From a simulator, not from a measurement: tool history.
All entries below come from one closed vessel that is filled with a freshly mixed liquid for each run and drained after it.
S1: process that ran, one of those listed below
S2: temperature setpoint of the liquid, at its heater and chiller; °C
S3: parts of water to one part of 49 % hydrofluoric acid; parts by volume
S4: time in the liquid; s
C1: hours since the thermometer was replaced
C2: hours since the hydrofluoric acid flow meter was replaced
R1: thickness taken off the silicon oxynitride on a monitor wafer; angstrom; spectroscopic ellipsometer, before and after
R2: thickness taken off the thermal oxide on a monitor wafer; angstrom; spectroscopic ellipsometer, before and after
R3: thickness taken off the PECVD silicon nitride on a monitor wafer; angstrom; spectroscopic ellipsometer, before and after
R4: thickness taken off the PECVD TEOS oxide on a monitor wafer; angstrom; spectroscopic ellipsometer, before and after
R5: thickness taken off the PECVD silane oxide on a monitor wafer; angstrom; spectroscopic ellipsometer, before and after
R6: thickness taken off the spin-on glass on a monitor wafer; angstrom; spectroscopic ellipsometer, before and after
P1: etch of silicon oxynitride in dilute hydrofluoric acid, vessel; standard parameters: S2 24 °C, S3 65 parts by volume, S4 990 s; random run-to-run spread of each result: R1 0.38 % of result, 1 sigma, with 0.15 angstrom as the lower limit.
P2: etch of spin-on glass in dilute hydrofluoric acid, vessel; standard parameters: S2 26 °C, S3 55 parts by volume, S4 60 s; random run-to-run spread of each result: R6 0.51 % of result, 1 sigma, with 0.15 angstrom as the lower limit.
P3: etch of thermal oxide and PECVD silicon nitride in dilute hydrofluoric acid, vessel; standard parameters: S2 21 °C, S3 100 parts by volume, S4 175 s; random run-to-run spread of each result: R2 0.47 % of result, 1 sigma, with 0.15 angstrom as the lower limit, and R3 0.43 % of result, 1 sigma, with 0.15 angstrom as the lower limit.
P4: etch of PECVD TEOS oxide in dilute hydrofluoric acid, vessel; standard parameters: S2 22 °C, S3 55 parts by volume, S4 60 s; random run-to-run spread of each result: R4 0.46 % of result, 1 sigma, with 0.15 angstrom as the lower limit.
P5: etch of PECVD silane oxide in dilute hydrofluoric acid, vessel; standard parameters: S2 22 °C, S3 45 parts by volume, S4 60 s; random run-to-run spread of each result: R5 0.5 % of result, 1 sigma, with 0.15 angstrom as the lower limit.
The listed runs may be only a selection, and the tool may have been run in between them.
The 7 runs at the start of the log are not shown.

run,day,S1,S2,S3,S4,C1,C2,R1,R2,R3,R4,R5,R6
8,3.488,P1,24,65,990,658.3,725.7,272.89,,,,,
9,4.121,P1,24,110,990,673.5,740.9,155.81,,,,,
10,4.538,P2,26,55,60,683.5,750.9,,,,,,425.76
11,5.092,P5,17,45,60,696.8,764.2,,,,,476.88,
12,5.688,P5,22,45,60,711.1,778.5,,,,,593.89,
13,6.075,P1,24,95,300,720.4,787.8,55.311,,,,,
14,6.504,P1,17,65,990,730.7,798.1,192.92,,,,,
15,7.012,P4,29.5,55,60,742.9,810.3,,,,411.54,,
16,7.538,P3,21,100,175,755.5,822.9,,68.548,68.428,,,
17,8.046,P3,21,100,175,767.7,835.1,,68.69,68.397,,,
18,8.425,P2,19.5,55,60,776.8,844.2,,,,,,325.92
19,8.704,P3,21,160,175,783.5,850.9,,40.041,43.076,,,
20,9.221,P1,24,65,395,795.9,863.3,108.46,,,,,
21,9.721,P1,24,65,990,807.9,875.3,273.6,,,,,
22,10.054,P5,22,25,60,815.9,883.3,,,,,1093.9,
# day 10.25: hydrofluoric acid flow meter replaced
23,10.5,P5,22,45,60,826.6,6,,,,,596.36,
24,11.017,P2,26,20,60,839,18.4,,,,,,1223.7
25,11.371,P1,24,65,990,847.5,26.9,274.67,,,,,
26,11.679,P1,19.5,65,325,854.9,34.3,71.864,,,,,

Predict the results of run 27:
27,12.125,P2,26,55,30,865.6,45,,,,,,?

R6: 211.45 angstrom
